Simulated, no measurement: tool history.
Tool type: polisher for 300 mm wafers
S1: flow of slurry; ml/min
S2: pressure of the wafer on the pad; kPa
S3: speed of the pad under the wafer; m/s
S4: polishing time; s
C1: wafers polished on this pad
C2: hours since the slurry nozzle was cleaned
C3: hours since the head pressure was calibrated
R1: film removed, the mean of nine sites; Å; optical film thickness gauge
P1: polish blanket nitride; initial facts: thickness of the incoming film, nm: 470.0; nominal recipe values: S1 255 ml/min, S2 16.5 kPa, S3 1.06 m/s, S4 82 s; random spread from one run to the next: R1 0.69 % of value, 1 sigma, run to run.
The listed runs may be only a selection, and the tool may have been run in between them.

run 1 day=0.167 | S1=255 S2=16.5 S3=1.06 S4=82 | C1=911 C2=311.2 C3=266.4 | R1=995.78
run 2 day=0.342 | S1=255 S2=16.5 S3=1.66 S4=82 | C1=936 C2=315.4 C3=270.6 | R1=1419.7
run 3 day=0.508 | S1=255 S2=16.5 S3=0.48 S4=82 | C1=959 C2=319.4 C3=274.6 | R1=526.98
run 4 day=0.654 | S1=155 S2=16.5 S3=1.06 S4=82 | C1=980 C2=322.9 C3=278.1 | R1=932.85
run 5 day=0.792 | S1=360 S2=16.5 S3=1.06 S4=39 | C1=1000 C2=326.2 C3=281.4 | R1=486.67
run 6 day=0.867 | S1=255 S2=16.5 S3=1.06 S4=82 | C1=1010 C2=328 C3=283.2 | R1=996.09
run 7 day=0.967 | S1=255 S2=16.5 S3=1.06 S4=82 | C1=1024 C2=330.4 C3=285.6 | R1=986.82
run 8 day=1.117 | S1=255 S2=16.5 S3=1.06 S4=113 | C1=1046 C2=334 C3=289.2 | R1=1358.4
run 9 day=1.246 | S1=255 S2=16.5 S3=1.06 S4=42 | C1=1064 C2=337.1 C3=292.3 | R1=512.96
run 10 day=1.375 | S1=255 S2=16.5 S3=1.06 S4=82 | C1=1082 C2=340.2 C3=295.4 | R1=986.99
run 11 day=1.546 | S1=255 S2=16.5 S3=1.06 S4=82 | C1=1107 C2=344.3 C3=299.5 | R1=982.49
run 12 day=1.658 | S1=255 S2=24.8 S3=1.06 S4=82 | C1=1122 C2=347 C3=302.2 | R1=1502
run 13 day=1.792 | S1=255 S2=8.3 S3=1.06 S4=82 | C1=1141 C2=350.2 C3=305.4 | R1=495.56
-- day=1.8 slurry nozzle cleaned
run 14 day=1.954 | S1=375 S2=16.5 S3=1.06 S4=82 | C1=1164 C2=3.8 C3=309.3 | R1=1028.6
run 15 day=2.075 | S1=255 S2=16.5 S3=1.06 S4=82 | C1=1182 C2=6.7 C3=312.2 | R1=988.18
run 16 day=2.179 | S1=255 S2=16.5 S3=1.06 S4=82 | C1=1196 C2=9.2 C3=314.7 | R1=995.76
run 17 day=2.308 | S1=255 S2=16.5 S3=1.06 S4=82 | C1=1215 C2=12.3 C3=317.8 | R1=973.66
run 18 day=2.438 | S1=255 S2=16.5 S3=1.06 S4=82 | C1=1233 C2=15.4 C3=320.9 | R1=959.57
run 19 day=2.596 | S1=255 S2=16.5 S3=1.06 S4=82 | C1=1255 C2=19.2 C3=324.7 | R1=963.49
run 20 day=2.733 | S1=255 S2=16.5 S3=1.06 S4=82 | C1=1275 C2=22.5 C3=328 | R1=948.99
-- day=2.842 worn pad replaced by a new one
run 21 day=2.892 | S1=255 S2=16.5 S3=1.06 S4=82 | C1=7 C2=26.3 C3=331.8 | R1=953.53
run 22 day=3.058 | S1=255 S2=16.5 S3=1.06 S4=82 | C1=30 C2=30.3 C3=335.8 | R1=950.03
run 23 day=3.229 | S1=255 S2=16.5 S3=1.06 S4=82 | C1=54 C2=34.4 C3=339.9 | R1=938.54

Predict the results of run 24:
run 24 day=3.35 | S1=255 S2=16.5 S3=1.06 S4=82 | C1=72 C2=37.3 C3=342.8 | R1=?

R1: 942.46 Å

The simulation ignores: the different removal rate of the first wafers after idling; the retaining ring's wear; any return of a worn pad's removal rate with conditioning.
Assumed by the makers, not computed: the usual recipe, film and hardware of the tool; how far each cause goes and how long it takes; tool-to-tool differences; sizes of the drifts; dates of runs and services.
